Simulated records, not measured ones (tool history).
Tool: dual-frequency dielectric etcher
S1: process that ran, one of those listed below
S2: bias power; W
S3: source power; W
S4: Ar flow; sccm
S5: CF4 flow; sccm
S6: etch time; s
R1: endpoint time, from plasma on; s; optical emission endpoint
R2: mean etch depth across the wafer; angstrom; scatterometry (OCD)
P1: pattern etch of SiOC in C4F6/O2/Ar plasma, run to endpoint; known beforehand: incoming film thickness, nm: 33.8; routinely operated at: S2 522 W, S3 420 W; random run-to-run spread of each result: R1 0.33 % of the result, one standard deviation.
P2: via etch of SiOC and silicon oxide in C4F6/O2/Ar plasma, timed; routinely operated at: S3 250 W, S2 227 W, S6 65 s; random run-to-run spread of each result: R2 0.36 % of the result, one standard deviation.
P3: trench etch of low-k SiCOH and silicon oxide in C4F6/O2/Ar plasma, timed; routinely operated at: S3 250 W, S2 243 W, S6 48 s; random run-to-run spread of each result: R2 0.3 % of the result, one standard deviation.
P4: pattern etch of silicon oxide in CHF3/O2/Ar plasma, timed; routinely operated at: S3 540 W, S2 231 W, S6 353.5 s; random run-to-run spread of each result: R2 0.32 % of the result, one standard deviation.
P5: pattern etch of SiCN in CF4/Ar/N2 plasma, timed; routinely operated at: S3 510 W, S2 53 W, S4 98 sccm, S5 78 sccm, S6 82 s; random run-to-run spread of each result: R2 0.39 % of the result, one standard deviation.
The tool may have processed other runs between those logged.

run,day,S1,S2,S3,S4,S5,S6,R1,R2
1,0.229,P1,522,420,,,,10.841,
2,0.617,P5,53,510,98,55,82,,687.2
3,1.096,P4,155,540,,,353.5,,6313
4,1.575,P4,231,540,,,353.5,,7257.4
5,1.912,P5,68,510,98,78,82,,790.05
6,2.196,P4,231,540,,,353.5,,7271.6
7,2.604,P5,53,510,98,78,82,,732.35
8,2.988,P1,522,330,,,,11.814,
9,3.333,P3,243,250,,,67.5,,1978.2
10,3.846,P2,227,250,,,47,,480.52
11,4.204,P1,418,270,,,,13.83,
12,4.567,P1,522,420,,,,10.854,
13,4.888,P1,629,540,,,,9.178,
14,5.217,P4,231,540,,,506.5,,10341
15,5.554,P1,696,420,,,,9.6618,
16,6.054,P1,335,320,,,,14.111,
17,6.404,P4,231,320,,,353.5,,5990.4
18,6.679,P1,522,420,,,,10.822,
19,7.071,P5,53,510,98,78,121,,1080.5
20,7.542,P3,243,300,,,48,,1500.1
21,8.025,P3,193,250,,,48,,1297.4
22,8.479,P3,243,250,,,48,,1393.9
23,8.979,P3,243,250,,,48,,1399.1
24,9.471,P1,522,510,,,,10.049,
25,9.804,P1,315,420,,,,12.981,
26,10.262,P1,522,420,,,,10.834,
27,10.538,P1,522,420,,,,10.788,
28,11.021,P5,53,620,98,78,82,,864.04
29,11.338,P1,522,420,,,,10.792,
30,11.754,P2,227,320,,,65,,731.51
31,12.029,P2,300,250,,,65,,736.59
32,12.388,P2,227,250,,,65,,666.96
33,12.629,P5,53,510,127,78,82,,698.51
34,12.983,P5,53,510,98,78,82,,725.13
35,13.467,P1,522,420,,,,10.842,
36,13.783,P1,522,420,,,,10.786,
37,14.229,P1,522,420,,,,10.774,
38,14.742,P1,522,420,,,,10.733,
39,15.025,P1,522,420,,,,10.689,
40,15.379,P1,522,420,,,,10.721,
# day 15.504: wet clean of the chamber
41,15.758,P1,522,420,,,,10.698,
42,16.154,P1,522,420,,,,10.676,
43,16.471,P1,522,420,,,,10.637,
44,16.908,P1,522,420,,,,10.63,

Something has made what P1 gives creep away from where it was; the 2 causes below, each at its own stated size, fit the log equally well:
A: source power that arrives over what is set, % = 4.53
B: bias power that arrives over what is set, % = 4.44
Onset of the creep was near day 13.467.
All other causes, with the reason each is excluded:
chamber walls in a state that raises the etch rate, %: serviced at day 15.504, after the drift had started, without restoring the earlier output

Of the 4 check runs below, each run on 2 wafers with the results averaged and each result still a question mark, which one would tell the listed causes apart?
check 1,17.346,P5,53,510,98,78,82,,?
check 2,17.346,P3,243,250,,,48,,?
check 3,17.346,P4,231,540,,,353.5,,?
check 4,17.346,P2,227,250,,,65,,?

Check results expected under each cause:
check,result,if A,if B
check 1,R2,758.57,739.31
check 2,R2,1423.2,1420.7
check 3,R2,7364.7,7355.8
check 4,R2,676.63,675.52
Distance between the nearest two causes, measured in the result of the check that separates them most: check 1 2.57 %; check 2 0.17 %; check 3 0.12 %; check 4 0.16 %
Of the check runs offered, only check 1 discriminates between the causes; the rest would read about the same regardless of which cause applies.

Here is what check 1 returned: R2 757.59 angstrom. Which cause is it?

Of the candidate causes, it is A: source power that arrives over what is set, %.
